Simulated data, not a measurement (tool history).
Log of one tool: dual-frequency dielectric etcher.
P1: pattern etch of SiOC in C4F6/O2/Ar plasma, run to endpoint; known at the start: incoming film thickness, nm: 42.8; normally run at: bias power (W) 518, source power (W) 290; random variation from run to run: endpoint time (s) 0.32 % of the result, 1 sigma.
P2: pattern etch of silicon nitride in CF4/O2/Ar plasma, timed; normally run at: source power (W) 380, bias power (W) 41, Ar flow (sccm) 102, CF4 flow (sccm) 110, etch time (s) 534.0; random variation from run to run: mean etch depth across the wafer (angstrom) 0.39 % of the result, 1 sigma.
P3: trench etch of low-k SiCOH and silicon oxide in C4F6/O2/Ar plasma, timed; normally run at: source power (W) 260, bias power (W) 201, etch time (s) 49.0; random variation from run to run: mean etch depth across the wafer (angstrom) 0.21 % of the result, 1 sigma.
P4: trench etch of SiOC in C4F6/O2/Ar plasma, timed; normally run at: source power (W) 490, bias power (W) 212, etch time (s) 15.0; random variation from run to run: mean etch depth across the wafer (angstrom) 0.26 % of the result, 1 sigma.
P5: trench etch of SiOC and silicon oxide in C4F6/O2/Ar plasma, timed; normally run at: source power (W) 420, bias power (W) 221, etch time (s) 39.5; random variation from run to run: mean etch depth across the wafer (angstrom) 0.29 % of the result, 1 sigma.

run,day,process that ran,bias power (W),source power (W),etch time (s),Ar flow (sccm),CF4 flow (sccm),hours since the last wet clean,hours since the last bias power generator calibration,hours since the last source power generator calibration,endpoint time (s),mean etch depth across the wafer (angstrom)
1,0.479,P1,518,290,,,,494.2,1608.9,2542.2,15.953,
2,1.133,P4,295,490,15.0,,,509.9,1624.6,2557.9,,401.84
3,1.871,P4,212,490,15.0,,,527.6,1642.3,2575.6,,361.34
4,2.496,P2,41,380,534.0,72,110,542.6,1657.3,2590.6,,7889.80
5,2.954,P2,41,230,534.0,102,110,553.6,1668.3,2601.6,,4867.40
6,3.625,P3,156,260,49.0,,,569.7,1684.4,2617.7,,1272.50
7,4.071,P1,316,370,,,,580.4,1695.1,2628.4,17.235,
8,4.792,P1,518,290,,,,597.7,1712.4,2645.7,15.869,
9,5.200,P4,212,630,15.0,,,607.5,1722.2,2655.5,,399.93
10,5.938,P1,518,290,,,,625.2,1739.9,2673.2,15.905,
11,6.279,P4,212,490,21.0,,,633.4,1748.1,2681.4,,507.07
12,7.012,P2,41,380,534.0,102,155,651.0,1765.7,2699.0,,7888.00
13,7.738,P5,221,420,39.5,,,668.4,1783.1,2716.4,,848.61
14,8.479,P2,41,380,534.0,102,110,686.2,1800.9,2734.2,,7518.70
15,9.083,P5,152,420,39.5,,,700.7,1815.4,2748.7,,756.86
16,9.600,P2,41,380,534.0,102,110,713.1,1827.8,2761.1,,7530.50
17,10.138,P5,221,420,24.0,,,726.0,1840.7,2774.0,,515.09
18,10.512,P1,518,290,,,,735.0,1849.7,2783.0,15.860,
19,10.879,P1,629,400,,,,743.8,1858.5,2791.8,13.057,
20,11.583,P3,201,260,27.0,,,760.7,1875.4,2808.7,,761.84
21,12.208,P1,518,190,,,,775.7,1890.4,2823.7,18.610,
22,12.825,P3,201,310,49.0,,,790.5,1905.2,2838.5,,1481.50
23,13.275,P1,518,290,,,,801.3,1916.0,2849.3,15.901,
# day 13.417: source power generator calibrated
24,13.754,P1,518,370,,,,812.8,1927.5,8.1,14.471,
25,14.208,P1,687,290,,,,823.7,1938.4,19.0,14.130,
26,14.567,P1,518,290,,,,832.3,1947.0,27.6,15.810,
27,15.258,P2,25,380,534.0,102,110,848.9,1963.6,44.2,,6345.80
28,15.921,P5,221,530,39.5,,,864.8,1979.5,60.1,,931.76
29,16.267,P3,201,260,49.0,,,873.1,1987.8,68.4,,1378.50
30,16.621,P2,41,380,677.5,102,110,881.6,1996.3,76.9,,9583.30
31,17.342,P1,608,360,,,,898.9,2013.6,94.2,13.778,
32,17.738,P1,341,290,,,,908.4,2023.1,103.7,18.544,
33,18.454,P1,518,290,,,,925.6,2040.3,120.9,15.903,
34,19.042,P1,518,290,,,,939.7,2054.4,135.0,16.008,
35,19.688,P1,518,290,,,,955.2,2069.9,150.5,15.954,
36,20.050,P1,518,290,,,,963.9,2078.6,159.2,15.995,
37,20.496,P1,518,290,,,,974.6,2089.3,169.9,16.023,
38,20.979,P1,518,290,,,,986.2,2100.9,181.5,16.047,
39,21.538,P1,518,290,,,,999.6,2114.3,194.9,16.126,
# day 22.083: wet clean of the chamber
40,22.229,P1,518,290,,,,3.6,2130.9,211.5,16.110,
41,22.658,P1,518,290,,,,13.9,2141.2,221.8,16.109,
42,23.338,P1,518,290,,,,30.2,2157.5,238.1,16.089,
43,23.958,P1,518,290,,,,45.1,2172.4,253.0,16.095,

What P1 gives has crept away from where it was. These 2 causes fit the log equally well, each at the size given:
A: bias power that arrives under what is set, % = 4.34
B: source power that arrives under what is set, % = 4.5
The creep began at about day 18.454.
Why every other cause is out:
chamber walls in a state that lowers the etch rate, %: serviced at day 22.083, which brought nothing back

4 check runs are offered, each on 2 wafers whose results are averaged, their results left as question marks. Which one tells the causes apart?
check 1,24.579,P3,201,300,49.0,,,,,,,?
check 2,24.579,P4,247,490,15.0,,,,,,,?
check 3,24.579,P5,221,480,39.5,,,,,,,?
check 4,24.579,P2,41,270,534.0,84,110,,,,,?

What each check would give under each cause:
check,result,if A,if B
check 1,mean etch depth across the wafer (angstrom),1438.90,1434.40
check 2,mean etch depth across the wafer (angstrom),374.61,373.50
check 3,mean etch depth across the wafer (angstrom),880.30,877.35
check 4,mean etch depth across the wafer (angstrom),5621.10,5486.70
How far apart the two closest causes lie, in the result that separates them most: check 1 0.31 %; check 2 0.3 %; check 3 0.34 %; check 4 2.42 %
Check 4 tells the causes apart: in the others they would give nearly the same result.

Then check 4 was run and gave: mean etch depth across the wafer (angstrom) 5470.80. Which cause is it?

It is B: source power that arrives under what is set, %.

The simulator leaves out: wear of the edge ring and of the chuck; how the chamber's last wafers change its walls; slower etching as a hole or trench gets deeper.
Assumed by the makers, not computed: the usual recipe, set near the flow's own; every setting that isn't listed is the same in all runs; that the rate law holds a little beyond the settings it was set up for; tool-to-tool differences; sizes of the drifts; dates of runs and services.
